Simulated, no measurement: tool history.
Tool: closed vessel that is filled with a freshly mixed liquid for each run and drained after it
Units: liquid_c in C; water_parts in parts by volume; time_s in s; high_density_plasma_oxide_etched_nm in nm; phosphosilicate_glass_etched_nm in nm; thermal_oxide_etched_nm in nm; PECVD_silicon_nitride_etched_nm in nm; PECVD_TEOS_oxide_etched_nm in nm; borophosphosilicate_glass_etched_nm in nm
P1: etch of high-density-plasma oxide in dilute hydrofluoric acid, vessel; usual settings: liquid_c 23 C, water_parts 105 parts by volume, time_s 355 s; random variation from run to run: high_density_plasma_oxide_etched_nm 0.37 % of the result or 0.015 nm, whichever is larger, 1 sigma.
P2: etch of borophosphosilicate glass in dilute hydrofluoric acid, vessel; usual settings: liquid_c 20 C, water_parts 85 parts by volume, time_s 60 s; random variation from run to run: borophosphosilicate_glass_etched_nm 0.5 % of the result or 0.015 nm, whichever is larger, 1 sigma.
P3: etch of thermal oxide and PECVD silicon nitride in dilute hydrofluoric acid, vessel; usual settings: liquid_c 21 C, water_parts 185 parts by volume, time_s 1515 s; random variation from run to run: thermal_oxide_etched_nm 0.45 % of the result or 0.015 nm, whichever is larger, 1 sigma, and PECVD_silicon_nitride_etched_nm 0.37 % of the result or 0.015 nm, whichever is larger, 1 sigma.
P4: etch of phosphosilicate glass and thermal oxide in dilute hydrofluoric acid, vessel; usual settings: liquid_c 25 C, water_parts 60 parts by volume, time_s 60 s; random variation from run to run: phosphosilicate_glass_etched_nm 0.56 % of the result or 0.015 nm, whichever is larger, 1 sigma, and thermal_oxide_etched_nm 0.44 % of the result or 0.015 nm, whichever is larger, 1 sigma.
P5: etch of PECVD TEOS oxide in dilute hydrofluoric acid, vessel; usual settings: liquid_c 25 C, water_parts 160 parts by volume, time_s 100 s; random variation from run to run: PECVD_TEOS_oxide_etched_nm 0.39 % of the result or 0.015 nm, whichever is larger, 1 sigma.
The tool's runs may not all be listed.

run	hour	process	liquid_c	water_parts	time_s	hours since the thermometer was replaced	hours since the hydrofluoric acid flow meter was replaced	high_density_plasma_oxide_etched_nm	phosphosilicate_glass_etched_nm	thermal_oxide_etched_nm	PECVD_silicon_nitride_etched_nm	PECVD_TEOS_oxide_etched_nm	borophosphosilicate_glass_etched_nm
1	10.1	P1	23	105	355	127.6	1466.2	20.82					
2	22.8	P1	23	180	520	140.3	1478.9	16.333					
3	33.2	P4	25	60	60	150.7	1489.3		125.41	5.2466			
4	42.1	P3	21	185	2490	159.6	1498.2			49.992	28.221		
5	49.6	P3	21	185	1515	167.1	1505.7			30.212	17.204		
6	59.3	P5	25	160	100	176.8	1515.4					16.367	
7	68.1	P3	17	185	1515	185.6	1524.2			25.779	13.184		
8	76.1	P1	28.5	105	355	193.6	1532.2	25.594					
9	84.6	P5	25	275	100	202.1	1540.7					8.401	
10	92.4	P1	23	105	355	209.9	1548.5	20.701					
11	100.4	P1	23	105	520	217.9	1556.5	30.382					
12	107.8	P1	23	105	355	225.3	1563.9	20.711					
13	117.8	P1	23	105	355	235.3	1573.9	20.65					
14	126.4	P1	23	65	355	243.9	1582.5	35.114					
15	133.5	P4	25	60	30	251	1589.6		62.532	2.6268			
16	141.8	P4	25	100	60	259.3	1597.9		71.871	2.9688			
17	154.3	P3	21	85	1515	271.8	1610.4			73.453	36.802		
18	163.8	P3	21	185	1515	281.3	1619.9			30.338	17.137		
19	171.7	P2	25.5	85	60	289.2	1627.8						23.545
20	178.6	P5	25	160	100	296.1	1634.7					16.349	
21	191.8	P2	20	85	85	309.3	1647.9						26.228
22	202.2	P5	25	160	30	319.7	1658.3					4.9606	
23	213.4	P4	19.5	60	60	330.9	1669.5		100.85	4.1913			
24	222.5	P1	23	40	590	340	1678.6	98.266					
25	231.5	P1	23	105	100	349	1687.6	5.8428					
26	239.7	P2	20	85	60	357.2	1695.8						18.806
27	246.2	P1	23	170	355	363.7	1702.3	11.929					
28	257.9	P1	18.5	105	355	375.4	1714	17.246					
29	270.7	P2	20	30	60	388.2	1726.8						56.993
30	278	P5	32.5	160	100	395.5	1734.1					21.459	
31	285.6	P1	17	55	355	403.1	1741.7	32.486					
32	299.1	P1	23	105	355	416.6	1755.2	20.682					
33	308.3	P1	23	105	355	425.8	1764.4	20.924					
34	318.2	P1	23	105	355	435.7	1774.3	21.367					
35	331.6	P1	23	105	355	449.1	1787.7	21.825					
36	341.1	P1	23	105	355	458.6	1797.2	21.932					
37	349.2	P1	23	105	355	466.7	1805.3	21.952					
38	360.4	P1	23	105	355	477.9	1816.5	22.034					
39	369.3	P1	23	105	355	486.8	1825.4	22.231					
40	380.3	P1	23	105	355	497.8	1836.4	22.149					
41	391.7	P1	23	105	355	509.2	1847.8	22.205					
42	401	P1	23	105	355	518.5	1857.1	22.439					

What P1 gives has crept away from where it was. These 2 causes fit the log equally well, each at the size given:
A: hydrofluoric acid flow above the setpoint (%) = 6.59
B: liquid hotter than its thermometer reads (K) = 1.82
The creep began at about hour 308.3.

4 check runs are offered, one wafer each, their results left as question marks. Which one tells the causes apart?
check 1	410.3	P2	20	85	60								?
check 2	410.3	P4	25	60	60				?	?			
check 3	410.3	P5	25	160	100							?	
check 4	410.3	P3	21	185	1515					?	?		

What each check would give under each cause:
check	result	if A	if B
check 1	borophosphosilicate_glass_etched_nm	20.134	20.234
check 2	phosphosilicate_glass_etched_nm	134.21	134.8
check 2	thermal_oxide_etched_nm	5.6071	5.6315
check 3	PECVD_TEOS_oxide_etched_nm	17.702	17.568
check 4	thermal_oxide_etched_nm	32.698	32.499
check 4	PECVD_silicon_nitride_etched_nm	18.285	19.332
How far apart the two closest causes lie, in the result that separates them most: check 1 0.5 %; check 2 0.43 %; check 3 0.76 %; check 4 5.57 %
Check 4 tells the causes apart: in the others they would give nearly the same result.

Then check 4 was run and gave: thermal_oxide_etched_nm 32.699 nm; PECVD_silicon_nitride_etched_nm 19.343 nm. Which cause is it?

It is B: liquid hotter than its thermometer reads (K).
